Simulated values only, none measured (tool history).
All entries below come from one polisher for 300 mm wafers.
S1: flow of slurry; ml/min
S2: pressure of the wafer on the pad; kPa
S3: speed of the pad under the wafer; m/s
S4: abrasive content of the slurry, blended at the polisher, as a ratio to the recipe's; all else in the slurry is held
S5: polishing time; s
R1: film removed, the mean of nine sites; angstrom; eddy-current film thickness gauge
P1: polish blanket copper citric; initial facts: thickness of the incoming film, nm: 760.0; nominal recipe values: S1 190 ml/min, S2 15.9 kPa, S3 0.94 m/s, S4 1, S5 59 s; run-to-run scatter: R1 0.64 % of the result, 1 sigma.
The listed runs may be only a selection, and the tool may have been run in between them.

| run | hour | S1 | S2 | S3 | S4 | S5 | R1 |
|---|---|---|---|---|---|---|---|
| 1 | 14.5 | 190 | 15.9 | 0.94 | 1 | 59 | 948.69 |
| 2 | 33.6 | 190 | 15.9 | 0.94 | 1 | 59 | 946.45 |
| 3 | 50.2 | 190 | 15.9 | 1.34 | 1 | 59 | 1344.4 |
| 4 | 58.7 | 190 | 15.9 | 0.94 | 1 | 84 | 1357.6 |
| 5 | 69.3 | 190 | 15.9 | 1.32 | 1 | 73 | 1627.3 |
| 6 | 83.4 | 130 | 15.9 | 0.94 | 1 | 41 | 617.43 |
| 7 | 91.7 | 190 | 24.1 | 0.94 | 1 | 59 | 1420.1 |
| 8 | 108.4 | 190 | 15.9 | 0.94 | 1 | 59 | 965.81 |
| 9 | 121.4 | 275 | 15.9 | 0.94 | 1 | 59 | 998.27 |
| 10 | 131.6 | 190 | 15.9 | 0.94 | 1 | 59 | 960.68 |
| 11 | 149.3 | 190 | 15.9 | 0.94 | 1.3 | 59 | 1003.8 |
| 12 | 162.8 | 190 | 15.9 | 0.94 | 1 | 59 | 946.12 |
| 13 | 171.9 | 190 | 15.9 | 0.94 | 1 | 59 | 943.21 |
| 14 | 186.3 | 190 | 15.9 | 0.94 | 1 | 27 | 437.09 |
| 15 | 195.6 | 190 | 6.9 | 0.94 | 1 | 59 | 432.41 |
| 16 | 211.2 | 190 | 15.9 | 0.44 | 1 | 59 | 461.59 |
| 17 | 221.3 | 190 | 15.9 | 0.94 | 0.55 | 59 | 839.7 |
| 18 | 233.5 | 115 | 15.9 | 0.94 | 1 | 59 | 868 |
| 19 | 250.9 | 190 | 15.9 | 0.94 | 1 | 59 | 949.95 |
| 20 | 267.4 | 190 | 15.9 | 0.94 | 1 | 59 | 941.98 |
| 21 | 281.3 | 190 | 15.9 | 0.94 | 1 | 59 | 933.8 |
| 22 | 295.7 | 190 | 15.9 | 0.94 | 1 | 59 | 926.59 |
| 23 | 309.8 | 190 | 15.9 | 0.94 | 1 | 59 | 924.21 |
| 24 | 323 | 190 | 15.9 | 0.94 | 1 | 59 | 905.76 |
| 25 | 341.2 | 190 | 15.9 | 0.94 | 1 | 59 | 893.25 |
| 26 | 360.3 | 190 | 15.9 | 0.94 | 1 | 59 | 905.68 |
|  | 367.3 | worn pad replaced by a new one |
|  | 369.5 | slurry blender recalibrated |
| 27 | 377.4 | 190 | 15.9 | 0.94 | 1 | 59 | 905.02 |
| 28 | 391.1 | 190 | 15.9 | 0.94 | 1 | 59 | 893.76 |
| 29 | 400.2 | 190 | 15.9 | 0.94 | 1 | 59 | 913.83 |
| 30 | 411 | 190 | 15.9 | 0.94 | 1 | 59 | 914.05 |

Compared with where it was, what P1 gives has crept away. Each cause listed below fits the log as well as the rest, at the size given for it:
A: slurry flow missing at the pad, % = 30.4
B: head's pressure below its setpoint, % = 6.01
Creep in the process output first set in at about hour 267.4.
Excluded causes, each with its reason:
removal rate lost through wear of the pad, %: work on it at hour 367.3, done after the drift set in, did not restore what the process gave before
abrasive missing from the slurry, %: work on it at hour 369.5, done after the drift set in, did not restore what the process gave before

The 4 check runs listed below each average the results of 3 wafers, and their outcomes are marked with question marks. Under which run would the listed causes produce clearly different results?
| check 1 | 421.8 | 190 | 15.9 | 0.94 | 0.6 | 59 | ? |
| check 2 | 421.8 | 190 | 24.1 | 0.94 | 1 | 59 | ? |
| check 3 | 421.8 | 190 | 8.3 | 0.52 | 1 | 59 | ? |
| check 4 | 421.8 | 120 | 15.9 | 0.94 | 1 | 59 | ? |

Expected result of each check under each candidate cause:
| check | result | if A | if B |
|---|---|---|---|
| check 1 | R1 | 807.46 | 807.46 |
| check 2 | R1 | 1350.8 | 1349.8 |
| check 3 | R1 | 280.26 | 281.56 |
| check 4 | R1 | 803.92 | 829.13 |
Separation of the two closest causes in each check, using whichever result separates them best: check 1 0 %; check 2 0.07 %; check 3 0.46 %; check 4 3.09 %
The causes can be told apart only by check 4. The other checks would give nearly the same results under each of them.

After running check 4, the following was obtained: R1 830.12 angstrom. Which cause does this point to?

The cause is B: head's pressure below its setpoint, %.
